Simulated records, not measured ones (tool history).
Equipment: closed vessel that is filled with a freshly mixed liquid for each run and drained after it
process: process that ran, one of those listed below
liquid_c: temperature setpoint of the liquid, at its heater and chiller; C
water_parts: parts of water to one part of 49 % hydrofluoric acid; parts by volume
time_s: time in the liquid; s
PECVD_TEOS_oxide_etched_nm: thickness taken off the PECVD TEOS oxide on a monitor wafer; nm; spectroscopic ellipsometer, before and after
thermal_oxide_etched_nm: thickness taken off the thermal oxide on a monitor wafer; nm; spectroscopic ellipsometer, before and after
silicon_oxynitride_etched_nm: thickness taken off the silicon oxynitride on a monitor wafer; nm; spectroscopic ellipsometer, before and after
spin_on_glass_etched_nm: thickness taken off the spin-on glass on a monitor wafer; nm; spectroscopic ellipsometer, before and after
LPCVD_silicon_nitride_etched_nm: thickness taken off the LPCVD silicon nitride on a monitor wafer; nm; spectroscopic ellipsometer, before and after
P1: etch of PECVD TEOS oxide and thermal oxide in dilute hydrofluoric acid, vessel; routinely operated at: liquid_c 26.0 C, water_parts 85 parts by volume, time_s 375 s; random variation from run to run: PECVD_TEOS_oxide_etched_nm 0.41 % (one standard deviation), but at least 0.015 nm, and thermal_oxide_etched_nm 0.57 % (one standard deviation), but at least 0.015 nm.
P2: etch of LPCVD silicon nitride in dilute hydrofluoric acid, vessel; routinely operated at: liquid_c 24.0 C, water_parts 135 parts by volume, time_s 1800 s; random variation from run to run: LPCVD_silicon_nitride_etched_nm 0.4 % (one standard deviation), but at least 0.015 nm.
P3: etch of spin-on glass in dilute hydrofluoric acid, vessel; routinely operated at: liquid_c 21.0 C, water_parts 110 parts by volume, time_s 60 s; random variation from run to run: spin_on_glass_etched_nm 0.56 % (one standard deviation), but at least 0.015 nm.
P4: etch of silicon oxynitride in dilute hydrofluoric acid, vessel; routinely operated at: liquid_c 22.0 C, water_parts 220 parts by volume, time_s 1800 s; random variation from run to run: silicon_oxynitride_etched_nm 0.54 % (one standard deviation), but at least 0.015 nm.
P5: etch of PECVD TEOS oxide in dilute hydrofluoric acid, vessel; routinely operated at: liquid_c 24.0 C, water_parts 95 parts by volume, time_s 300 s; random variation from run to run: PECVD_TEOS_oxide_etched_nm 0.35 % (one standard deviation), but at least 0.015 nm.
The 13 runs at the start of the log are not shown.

| run | hour | process | liquid_c | water_parts | time_s | PECVD_TEOS_oxide_etched_nm | thermal_oxide_etched_nm | silicon_oxynitride_etched_nm | spin_on_glass_etched_nm | LPCVD_silicon_nitride_etched_nm |
|---|---|---|---|---|---|---|---|---|---|---|
| 14 | 138.0 | P1 | 26.0 | 85 | 675 | 97.046 | 40.3050 |  |  |  |
| 15 | 145.9 | P2 | 24.0 | 135 | 1800 |  |  |  |  | 6.0023 |
| 16 | 157.8 | P4 | 22.0 | 220 | 1800 |  |  | 9.7633 |  |  |
| 17 | 172.6 | P5 | 24.0 | 170 | 300 | 24.584 |  |  |  |  |
| 18 | 179.4 | P2 | 24.0 | 210 | 1800 |  |  |  |  | 3.8901 |
| 19 | 187.1 | P5 | 24.0 | 95 | 300 | 47.749 |  |  |  |  |
| 20 | 197.2 | P5 | 24.0 | 95 | 485 | 77.568 |  |  |  |  |
| 21 | 210.4 | P1 | 26.0 | 85 | 375 | 53.981 | 22.2400 |  |  |  |
| 22 | 218.8 | P1 | 20.0 | 85 | 375 | 42.483 | 17.7380 |  |  |  |
| 23 | 231.7 | P1 | 31.0 | 85 | 375 | 65.446 | 27.0320 |  |  |  |
| 24 | 239.8 | P2 | 24.0 | 135 | 3345 |  |  |  |  | 11.1910 |
| 25 | 252.2 | P1 | 26.0 | 50 | 375 | 95.959 | 39.5350 |  |  |  |
| 26 | 263.0 | P4 | 22.0 | 55 | 1800 |  |  | 44.3180 |  |  |

The next listed run, before its measurement:
| 27 | 271.9 | P1 | 26.0 | 85 | 375 | ? | ? |  |  |  |

Logged for run 27: PECVD_TEOS_oxide_etched_nm 54.237 nm, thermal_oxide_etched_nm 22.3240 nm.
